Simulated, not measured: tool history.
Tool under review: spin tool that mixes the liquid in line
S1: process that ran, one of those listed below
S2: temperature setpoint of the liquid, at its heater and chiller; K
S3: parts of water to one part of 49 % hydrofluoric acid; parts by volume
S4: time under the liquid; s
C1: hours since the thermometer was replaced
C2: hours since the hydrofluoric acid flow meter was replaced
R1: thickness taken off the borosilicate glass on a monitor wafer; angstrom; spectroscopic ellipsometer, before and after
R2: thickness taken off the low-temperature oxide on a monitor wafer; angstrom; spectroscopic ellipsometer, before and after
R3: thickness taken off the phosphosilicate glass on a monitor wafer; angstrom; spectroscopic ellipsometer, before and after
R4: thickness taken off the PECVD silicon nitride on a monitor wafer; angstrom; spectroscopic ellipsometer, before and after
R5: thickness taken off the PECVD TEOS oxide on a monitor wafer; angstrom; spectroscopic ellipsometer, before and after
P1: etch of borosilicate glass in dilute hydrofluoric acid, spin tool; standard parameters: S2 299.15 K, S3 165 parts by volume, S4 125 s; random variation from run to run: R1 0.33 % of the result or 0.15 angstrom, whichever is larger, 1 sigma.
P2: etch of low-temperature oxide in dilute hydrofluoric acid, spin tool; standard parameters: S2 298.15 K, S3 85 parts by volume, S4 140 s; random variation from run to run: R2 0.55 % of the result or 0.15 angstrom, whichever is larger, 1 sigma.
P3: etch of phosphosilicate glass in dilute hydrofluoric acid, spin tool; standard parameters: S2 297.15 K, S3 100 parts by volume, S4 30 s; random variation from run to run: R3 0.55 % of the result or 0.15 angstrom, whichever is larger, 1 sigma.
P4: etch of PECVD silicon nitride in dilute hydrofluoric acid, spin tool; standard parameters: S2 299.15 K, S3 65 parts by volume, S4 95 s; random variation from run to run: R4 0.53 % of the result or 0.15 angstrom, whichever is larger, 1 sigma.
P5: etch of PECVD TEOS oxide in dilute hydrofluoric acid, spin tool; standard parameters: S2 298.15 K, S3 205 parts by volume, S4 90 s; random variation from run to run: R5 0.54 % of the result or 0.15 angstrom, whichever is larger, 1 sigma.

| run | hour | S1 | S2 | S3 | S4 | C1 | C2 | R1 | R2 | R3 | R4 | R5 |
|---|---|---|---|---|---|---|---|---|---|---|---|---|
| 1 | 8 | P1 | 299.15 | 165 | 125 | 358.3 | 444.3 | 288.22 |  |  |  |  |
| 2 | 19.2 | P2 | 298.15 | 85 | 140 | 369.5 | 455.5 |  | 572.71 |  |  |  |
| 3 | 29 | P1 | 304.65 | 165 | 125 | 379.3 | 465.3 | 347.41 |  |  |  |  |
| 4 | 40.6 | P1 | 299.15 | 165 | 125 | 390.9 | 476.9 | 285.11 |  |  |  |  |
| 5 | 50.2 | P2 | 291.65 | 85 | 140 | 400.5 | 486.5 |  | 439.01 |  |  |  |
| 6 | 61.5 | P3 | 297.15 | 100 | 30 | 411.8 | 497.8 |  |  | 299.75 |  |  |
| 7 | 70.2 | P4 | 299.15 | 65 | 50 | 420.5 | 506.5 |  |  |  | 28.02 |  |
| 8 | 80.1 | P1 | 299.15 | 165 | 60 | 430.4 | 516.4 | 137.09 |  |  |  |  |
| 9 | 90.5 | P1 | 299.15 | 165 | 125 | 440.8 | 526.8 | 285.63 |  |  |  |  |
| 10 | 96.4 | P4 | 299.15 | 105 | 95 | 446.7 | 532.7 |  |  |  | 33.43 |  |
| 11 | 102.2 | P5 | 305.15 | 205 | 90 | 452.5 | 538.5 |  |  |  |  | 114.16 |
| 12 | 112.3 | P1 | 299.15 | 165 | 125 | 462.6 | 548.6 | 285.96 |  |  |  |  |
| 13 | 118.5 | P4 | 299.15 | 65 | 95 | 468.8 | 554.8 |  |  |  | 53.534 |  |
| 14 | 126 | P5 | 298.15 | 360 | 90 | 476.3 | 562.3 |  |  |  |  | 43.746 |
| 15 | 134.2 | P3 | 297.15 | 100 | 30 | 484.5 | 570.5 |  |  | 302.2 |  |  |
| 16 | 143.8 | P5 | 298.15 | 205 | 90 | 494.1 | 580.1 |  |  |  |  | 89.35 |
| 17 | 151.7 | P2 | 298.15 | 50 | 140 | 502 | 588 |  | 1019.5 |  |  |  |
| 18 | 163.1 | P3 | 297.15 | 145 | 30 | 513.4 | 599.4 |  |  | 195.64 |  |  |
|  | 173.8 | hydrofluoric acid flow meter replaced |
| 19 | 174.7 | P2 | 298.15 | 85 | 25 | 525 | 1 |  | 103.78 |  |  |  |
| 20 | 181.1 | P3 | 291.65 | 100 | 30 | 531.4 | 7.4 |  |  | 241.77 |  |  |
| 21 | 189.6 | P1 | 299.15 | 165 | 125 | 539.9 | 15.9 | 286.27 |  |  |  |  |

For run 22, what comes out?
| 22 | 195.6 | P3 | 297.15 | 100 | 50 | 545.9 | 21.9 |  |  | ? |  |  |

Run 22 measured R3 501.51 angstrom.

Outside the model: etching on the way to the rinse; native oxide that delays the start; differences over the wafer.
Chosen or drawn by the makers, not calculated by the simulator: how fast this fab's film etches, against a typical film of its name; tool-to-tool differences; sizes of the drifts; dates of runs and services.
